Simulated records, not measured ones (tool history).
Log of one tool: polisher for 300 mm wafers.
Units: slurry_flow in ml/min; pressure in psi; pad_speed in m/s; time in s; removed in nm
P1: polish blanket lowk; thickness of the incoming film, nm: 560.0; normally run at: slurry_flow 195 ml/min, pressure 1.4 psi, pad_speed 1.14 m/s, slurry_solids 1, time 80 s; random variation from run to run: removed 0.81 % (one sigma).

run  hour  slurry_flow  pressure  pad_speed  slurry_solids  time  wafers polished on this pad  hours since the slurry nozzle was cleaned  hours since the head pressure was calibrated  hours since the slurry blender was calibrated  hours since the conditioning disc was replaced  removed
  1   6.4          195       1.4       1.14              1    80                          513                                        266                                         459.7                                          139.4                                           188.6   22.535
  2  10.6          195       2.2       1.14              1    80                          558                                      270.2                                         463.9                                          143.6                                           192.8   35.624
  3  18.6          115       1.4       1.14              1    80                          644                                      278.2                                         471.9                                          151.6                                           200.8   20.734
  4  24.4          195       1.4       1.14              1    80                          707                                        284                                         477.7                                          157.4                                           206.6   22.463
  5  31.3          285       1.4       1.14              1    80                          781                                      290.9                                         484.6                                          164.3                                           213.5   23.914
  6  37.2          195       0.9       0.88              1    80                          844                                      296.8                                         490.5                                          170.2                                           219.4   11.903
  7  44.7          195       1.4       1.14              1    80                          925                                      304.3                                           498                                          177.7                                           226.9   22.794
  8  52.3          195       1.4       1.14              1   104                         1007                                      311.9                                         505.6                                          185.3                                           234.5   29.096
  9  56.3          195       1.4       1.14            0.5    80                         1050                                      315.9                                         509.6                                          189.3                                           238.5   15.779
 10  61.9          195       1.4       1.14              1    54                         1110                                      321.5                                         515.2                                          194.9                                           244.1   15.264
 11  65.9          195       1.4       1.14              1    80                         1153                                      325.5                                         519.2                                          198.9                                           248.1   22.607
     66.8  -- slurry blender recalibrated
 12  69.9          195       1.4       0.52              1    80                         1196                                      329.5                                         523.2                                            3.2                                           252.1   12.123
 13  77.2          260       1.4       1.14              1   118                         1274                                      336.8                                         530.5                                           10.5                                           259.4   34.377
 14  83.3          195       1.4       1.62              1    80                         1340                                      342.9                                         536.6                                           16.6                                           265.5   30.072
 15  87.4          195       1.4       1.14              1    80                         1384                                        347                                         540.7                                           20.7                                           269.6   22.825

Run 16 comes next. What will it give?
 16  94.1          195       1.4       1.14            1.3    80                         1456                                      353.7                                         547.4                                           27.4                                           276.3        ?

{"run 16": {"removed": 24.998}}
